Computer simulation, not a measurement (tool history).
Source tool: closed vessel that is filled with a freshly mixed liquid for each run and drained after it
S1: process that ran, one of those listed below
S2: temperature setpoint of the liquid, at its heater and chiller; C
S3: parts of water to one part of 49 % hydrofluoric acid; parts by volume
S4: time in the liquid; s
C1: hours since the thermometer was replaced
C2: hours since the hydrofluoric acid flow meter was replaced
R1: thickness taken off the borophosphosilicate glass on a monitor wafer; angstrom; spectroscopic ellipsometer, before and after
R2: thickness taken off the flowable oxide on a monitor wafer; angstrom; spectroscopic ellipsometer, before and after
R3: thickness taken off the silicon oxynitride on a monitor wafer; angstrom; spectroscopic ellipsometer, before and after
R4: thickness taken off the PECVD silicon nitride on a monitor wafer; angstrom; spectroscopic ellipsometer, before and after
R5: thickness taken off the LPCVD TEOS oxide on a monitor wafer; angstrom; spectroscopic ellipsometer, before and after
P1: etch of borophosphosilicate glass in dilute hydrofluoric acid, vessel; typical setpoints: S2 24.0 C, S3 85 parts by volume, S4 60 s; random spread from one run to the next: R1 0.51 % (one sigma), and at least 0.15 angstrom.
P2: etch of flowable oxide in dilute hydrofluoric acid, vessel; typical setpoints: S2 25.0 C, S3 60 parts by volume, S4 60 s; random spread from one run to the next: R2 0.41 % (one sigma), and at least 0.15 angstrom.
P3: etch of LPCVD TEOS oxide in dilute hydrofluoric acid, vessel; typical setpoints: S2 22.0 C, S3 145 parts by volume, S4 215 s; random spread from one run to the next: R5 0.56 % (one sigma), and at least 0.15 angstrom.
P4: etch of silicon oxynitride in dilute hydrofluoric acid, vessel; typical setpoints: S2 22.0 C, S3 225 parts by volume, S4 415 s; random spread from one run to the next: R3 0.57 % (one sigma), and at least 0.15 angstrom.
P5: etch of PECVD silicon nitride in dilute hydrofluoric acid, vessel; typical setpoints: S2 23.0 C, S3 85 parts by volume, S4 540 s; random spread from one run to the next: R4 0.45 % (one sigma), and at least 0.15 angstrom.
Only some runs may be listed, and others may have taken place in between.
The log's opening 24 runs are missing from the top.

| run | day | S1 | S2 | S3 | S4 | C1 | C2 | R1 | R2 | R3 | R4 | R5 |
|---|---|---|---|---|---|---|---|---|---|---|---|---|
| 25 | 10.817 | P5 | 17.0 | 85 | 540 | 590.0 | 666.4 |  |  |  | 124.290 |  |
| 26 | 11.100 | P5 | 23.0 | 85 | 540 | 596.8 | 673.2 |  |  |  | 187.610 |  |
| 27 | 11.362 | P1 | 24.0 | 85 | 30 | 603.1 | 679.5 | 306.56 |  |  |  |  |
| 28 | 11.708 | P2 | 25.0 | 60 | 30 | 611.4 | 687.8 |  | 209.99 |  |  |  |
| 29 | 12.121 | P1 | 24.0 | 25 | 60 | 621.3 | 697.7 | 2269.20 |  |  |  |  |
| 30 | 12.646 | P4 | 22.0 | 325 | 415 | 633.9 | 710.3 |  |  | 33.121 |  |  |
| 31 | 12.892 | P1 | 24.0 | 85 | 60 | 639.8 | 716.2 | 619.43 |  |  |  |  |
| 32 | 13.212 | P1 | 24.0 | 85 | 60 | 647.5 | 723.9 | 603.94 |  |  |  |  |
| 33 | 13.700 | P1 | 24.0 | 85 | 60 | 659.2 | 735.6 | 594.27 |  |  |  |  |
| 34 | 13.962 | P1 | 24.0 | 85 | 60 | 665.5 | 741.9 | 590.05 |  |  |  |  |
| 35 | 14.296 | P1 | 24.0 | 85 | 60 | 673.5 | 749.9 | 584.07 |  |  |  |  |
| 36 | 14.638 | P1 | 24.0 | 85 | 60 | 681.7 | 758.1 | 577.93 |  |  |  |  |
| 37 | 15.075 | P1 | 24.0 | 85 | 60 | 692.2 | 768.6 | 581.55 |  |  |  |  |

What will run 38 give?
| 38 | 15.550 | P1 | 24.0 | 85 | 60 | 703.6 | 780.0 | ? |  |  |  |  |

R1: 579.72 angstrom

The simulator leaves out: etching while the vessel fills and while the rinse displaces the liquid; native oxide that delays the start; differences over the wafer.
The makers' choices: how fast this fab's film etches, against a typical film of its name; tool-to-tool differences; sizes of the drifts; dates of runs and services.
